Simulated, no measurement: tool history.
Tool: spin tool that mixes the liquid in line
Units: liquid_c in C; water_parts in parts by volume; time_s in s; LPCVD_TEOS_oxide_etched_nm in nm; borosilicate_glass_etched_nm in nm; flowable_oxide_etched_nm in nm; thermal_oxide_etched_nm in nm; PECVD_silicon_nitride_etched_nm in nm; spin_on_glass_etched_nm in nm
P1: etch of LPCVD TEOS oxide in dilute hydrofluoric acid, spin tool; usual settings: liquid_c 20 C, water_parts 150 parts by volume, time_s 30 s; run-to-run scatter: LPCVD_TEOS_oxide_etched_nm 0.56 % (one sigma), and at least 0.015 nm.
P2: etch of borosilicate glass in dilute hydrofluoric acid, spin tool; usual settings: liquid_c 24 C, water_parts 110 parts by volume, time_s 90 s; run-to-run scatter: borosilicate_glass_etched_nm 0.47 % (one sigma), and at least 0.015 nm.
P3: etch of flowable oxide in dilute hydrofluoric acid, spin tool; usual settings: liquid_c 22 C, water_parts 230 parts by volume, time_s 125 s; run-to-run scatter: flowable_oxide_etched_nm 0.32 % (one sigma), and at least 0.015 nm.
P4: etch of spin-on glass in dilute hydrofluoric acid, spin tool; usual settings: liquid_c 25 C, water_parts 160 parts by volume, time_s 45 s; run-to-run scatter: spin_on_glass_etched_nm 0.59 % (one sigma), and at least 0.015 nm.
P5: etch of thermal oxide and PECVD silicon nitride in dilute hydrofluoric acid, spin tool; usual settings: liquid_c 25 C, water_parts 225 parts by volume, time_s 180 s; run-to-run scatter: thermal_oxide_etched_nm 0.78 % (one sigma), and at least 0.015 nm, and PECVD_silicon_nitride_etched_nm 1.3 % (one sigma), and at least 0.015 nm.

run	day	process	liquid_c	water_parts	time_s	hours since the thermometer was replaced	hours since the hydrofluoric acid flow meter was replaced	LPCVD_TEOS_oxide_etched_nm	borosilicate_glass_etched_nm	flowable_oxide_etched_nm	thermal_oxide_etched_nm	PECVD_silicon_nitride_etched_nm	spin_on_glass_etched_nm
1	0.804	P1	20	150	30	1124	1476.2	8.0879					
2	1.438	P2	24	110	90	1139.2	1491.4		31.197				
3	1.85	P3	22	330	125	1149.1	1501.3			10.183			
4	2.404	P5	18	225	180	1162.4	1514.6				2.6488	1.2584	
# day 2.704: hydrofluoric acid flow meter replaced
5	3.175	P5	25	355	180	1180.9	11.3				1.9547	1.3094	
6	3.975	P1	20	35	30	1200.1	30.5	38.796					
7	4.433	P3	22	230	125	1211.1	41.5			16.064			
8	5.112	P2	31.5	110	90	1227.4	57.8		41.249				
9	5.733	P1	20	150	15	1242.3	72.7	3.9447					
10	6.108	P4	25	160	15	1251.3	81.7						2.1119
11	6.675	P4	25	160	45	1264.9	95.3						6.3374
12	7.142	P1	20	150	30	1276.1	106.5	8.0392					
13	7.846	P4	25	260	45	1293	123.4						3.5493
14	8.625	P1	25	150	30	1311.7	142.1	9.8525					
15	9.304	P5	25	225	180	1328	158.4				3.5151	2.0038	
16	9.958	P5	25	225	325	1343.7	174.1				6.2599	3.6859	
17	10.554	P1	17	95	30	1358	188.4	11.889					
18	11.188	P1	20	150	45	1373.2	203.6	12.112					
19	11.829	P3	17	230	125	1388.6	219			13.393			
20	12.592	P1	17	150	30	1406.9	237.3	7.1291					
21	13.242	P1	20	150	30	1422.5	252.9	8.067					
22	14.025	P4	17	160	45	1441.3	271.7						4.6798
23	14.821	P2	24	110	45	1460.4	290.8		15.47				
24	15.558	P4	25	160	45	1478.1	308.5						6.3882
25	16.088	P2	24	155	90	1490.8	321.2		21.055				
26	16.542	P5	25	225	180	1501.7	332.1				3.4253	1.9314	
27	16.904	P1	20	150	30	1510.4	340.8	7.9537					
28	17.379	P3	22	230	125	1521.8	352.2			16.168			
29	17.75	P1	20	240	30	1530.7	361.1	4.5606					
30	18.525	P1	20	150	30	1549.3	379.7	7.9648					
31	18.979	P3	22	230	180	1560.2	390.6			23.173			
32	19.325	P1	20	150	30	1568.5	398.9	7.9815					
33	20.042	P1	20	150	30	1585.7	416.1	7.7581					
34	20.838	P1	20	150	30	1604.8	435.2	7.4604					
35	21.279	P1	20	150	30	1615.4	445.8	7.4704					

The next listed run, before its measurement:
36	21.883	P1	20	150	30	1629.9	460.3	?					

Run 36 gave LPCVD_TEOS_oxide_etched_nm 7.3872 nm.

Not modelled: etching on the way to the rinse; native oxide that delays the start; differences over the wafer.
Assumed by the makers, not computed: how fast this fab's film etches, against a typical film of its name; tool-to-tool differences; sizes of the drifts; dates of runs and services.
